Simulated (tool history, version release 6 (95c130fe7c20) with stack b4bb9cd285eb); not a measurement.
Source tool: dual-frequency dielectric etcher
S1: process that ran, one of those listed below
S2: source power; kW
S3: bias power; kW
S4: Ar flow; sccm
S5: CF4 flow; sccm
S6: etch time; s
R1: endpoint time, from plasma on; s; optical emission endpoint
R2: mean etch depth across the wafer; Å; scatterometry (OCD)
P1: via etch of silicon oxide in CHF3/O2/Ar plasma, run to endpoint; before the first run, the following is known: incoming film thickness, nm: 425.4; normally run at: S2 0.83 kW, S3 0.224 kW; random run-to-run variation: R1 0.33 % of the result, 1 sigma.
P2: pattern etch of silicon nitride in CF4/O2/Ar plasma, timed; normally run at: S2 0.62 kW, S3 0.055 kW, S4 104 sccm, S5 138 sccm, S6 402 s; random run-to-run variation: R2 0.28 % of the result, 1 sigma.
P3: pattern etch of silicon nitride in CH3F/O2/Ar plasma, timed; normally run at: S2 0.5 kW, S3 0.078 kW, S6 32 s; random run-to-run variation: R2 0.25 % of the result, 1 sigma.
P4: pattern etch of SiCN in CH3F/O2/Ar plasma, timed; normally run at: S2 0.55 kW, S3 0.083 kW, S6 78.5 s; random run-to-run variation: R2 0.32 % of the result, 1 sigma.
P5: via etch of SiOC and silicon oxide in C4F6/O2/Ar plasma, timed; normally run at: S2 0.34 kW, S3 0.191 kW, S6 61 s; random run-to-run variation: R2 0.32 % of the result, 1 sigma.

| run | hour | S1 | S2 | S3 | S4 | S5 | S6 | R1 | R2 |
|---|---|---|---|---|---|---|---|---|---|
| 1 | 12.3 | P1 | 0.83 | 0.224 |  |  |  | 182.9 |  |
| 2 | 24.9 | P2 | 0.62 | 0.055 | 104 | 194 | 402 |  | 10033 |
| 3 | 36.1 | P2 | 0.62 | 0.055 | 104 | 138 | 402 |  | 9713.2 |
| 4 | 46.3 | P2 | 0.62 | 0.033 | 104 | 138 | 402 |  | 8112.6 |
| 5 | 53.7 | P1 | 0.55 | 0.154 |  |  |  | 241.93 |  |
| 6 | 68 | P3 | 0.63 | 0.078 |  |  | 32 |  | 270.92 |
| 7 | 75 | P1 | 0.83 | 0.224 |  |  |  | 182.86 |  |
| 8 | 85.3 | P5 | 0.34 | 0.145 |  |  | 61 |  | 611.48 |
|  | 85.6 | source power generator calibrated |
| 9 | 95.9 | P1 | 0.52 | 0.224 |  |  |  | 216.64 |  |
| 10 | 103.2 | P4 | 0.55 | 0.083 |  |  | 52.5 |  | 234.29 |
| 11 | 114.4 | P1 | 0.83 | 0.224 |  |  |  | 182.11 |  |
| 12 | 122.8 | P1 | 0.83 | 0.285 |  |  |  | 167.15 |  |
| 13 | 129.7 | P4 | 0.55 | 0.083 |  |  | 78.5 |  | 349.07 |
| 14 | 139.1 | P4 | 0.55 | 0.111 |  |  | 78.5 |  | 388.59 |
| 15 | 150.5 | P3 | 0.5 | 0.078 |  |  | 32 |  | 247.9 |
| 16 | 158 | P1 | 1.15 | 0.274 |  |  |  | 149.61 |  |
| 17 | 172.1 | P5 | 0.45 | 0.191 |  |  | 61 |  | 753.19 |
| 18 | 181.7 | P2 | 0.62 | 0.055 | 104 | 138 | 595 |  | 14368 |
| 19 | 191.3 | P5 | 0.34 | 0.191 |  |  | 90 |  | 986.99 |
| 20 | 206.1 | P1 | 0.83 | 0.224 |  |  |  | 183.21 |  |
| 21 | 214.3 | P1 | 1.01 | 0.224 |  |  |  | 168.94 |  |
| 22 | 223.4 | P3 | 0.5 | 0.078 |  |  | 20 |  | 155.19 |
| 23 | 236.9 | P1 | 0.83 | 0.224 |  |  |  | 183 |  |
| 24 | 244.7 | P2 | 0.44 | 0.055 | 104 | 138 | 402 |  | 7156.3 |
| 25 | 255.5 | P2 | 0.62 | 0.055 | 104 | 138 | 402 |  | 9644.1 |
| 26 | 262.4 | P5 | 0.34 | 0.191 |  |  | 61 |  | 674.93 |
| 27 | 272.5 | P3 | 0.5 | 0.108 |  |  | 32 |  | 278.55 |
| 28 | 283 | P4 | 0.33 | 0.083 |  |  | 78.5 |  | 287.51 |
| 29 | 294.1 | P5 | 0.34 | 0.191 |  |  | 61 |  | 673.79 |
| 30 | 300.9 | P1 | 0.83 | 0.142 |  |  |  | 211.46 |  |
| 31 | 308.3 | P1 | 0.49 | 0.165 |  |  |  | 247.42 |  |
| 32 | 321.7 | P4 | 0.55 | 0.083 |  |  | 78.5 |  | 348.74 |
| 33 | 329.8 | P2 | 0.62 | 0.055 | 134 | 138 | 402 |  | 9407.3 |
| 34 | 338.4 | P1 | 0.83 | 0.224 |  |  |  | 183.3 |  |
| 35 | 349.2 | P1 | 0.83 | 0.224 |  |  |  | 181.12 |  |
| 36 | 355.9 | P1 | 0.83 | 0.224 |  |  |  | 179.88 |  |
| 37 | 364.5 | P1 | 0.83 | 0.224 |  |  |  | 180.7 |  |
| 38 | 377 | P1 | 0.83 | 0.224 |  |  |  | 179.71 |  |
| 39 | 390.8 | P1 | 0.83 | 0.224 |  |  |  | 179.32 |  |
|  | 400.6 | wet clean of the chamber |
| 40 | 402.5 | P1 | 0.83 | 0.224 |  |  |  | 179.19 |  |
| 41 | 415.5 | P1 | 0.83 | 0.224 |  |  |  | 179.13 |  |
| 42 | 424.3 | P1 | 0.83 | 0.224 |  |  |  | 179.34 |  |

Compared with where it was, what P1 gives has crept away. Each cause listed below fits the log as well as the rest, at the size given for it:
A: bias power that arrives over what is set, % = 4.88
B: source power that arrives over what is set, % = 4.42
At approximately hour 338.4, the process output began to creep.
Excluded causes, each with its reason:
chamber walls in a state that raises the etch rate, %: serviced after onset, at hour 400.6, with no recovery of the prior output

The check runs listed below each take one wafer, and their results are still question marks. Under which run would the listed causes lead to clearly different results?
| check 1 | 433.1 | P2 | 0.48 | 0.055 | 104 | 192 | 402 |  | ? |
| check 2 | 433.1 | P5 | 0.44 | 0.157 |  |  | 61 |  | ? |
| check 3 | 433.1 | P3 | 0.5 | 0.108 |  |  | 32 |  | ? |
| check 4 | 433.1 | P4 | 0.34 | 0.104 |  |  | 78.5 |  | ? |

What each check would give under each cause:
| check | result | if A | if B |
|---|---|---|---|
| check 1 | R2 | 8140.6 | 8311.5 |
| check 2 | R2 | 707.52 | 708.99 |
| check 3 | R2 | 283.75 | 283.34 |
| check 4 | R2 | 322.92 | 322.13 |
Per check, the gap between the least separated pair of causes, taken in the result that splits them most: check 1 2.08 %; check 2 0.21 %; check 3 0.14 %; check 4 0.25 %
Check 1 is the one run that separates the causes; every other check would come out nearly the same whichever cause is at work.

With check 1 done, the readings were: R2 8143.4 Å. Identify which of the listed causes applies.

Of the candidate causes, it is A: bias power that arrives over what is set, %.
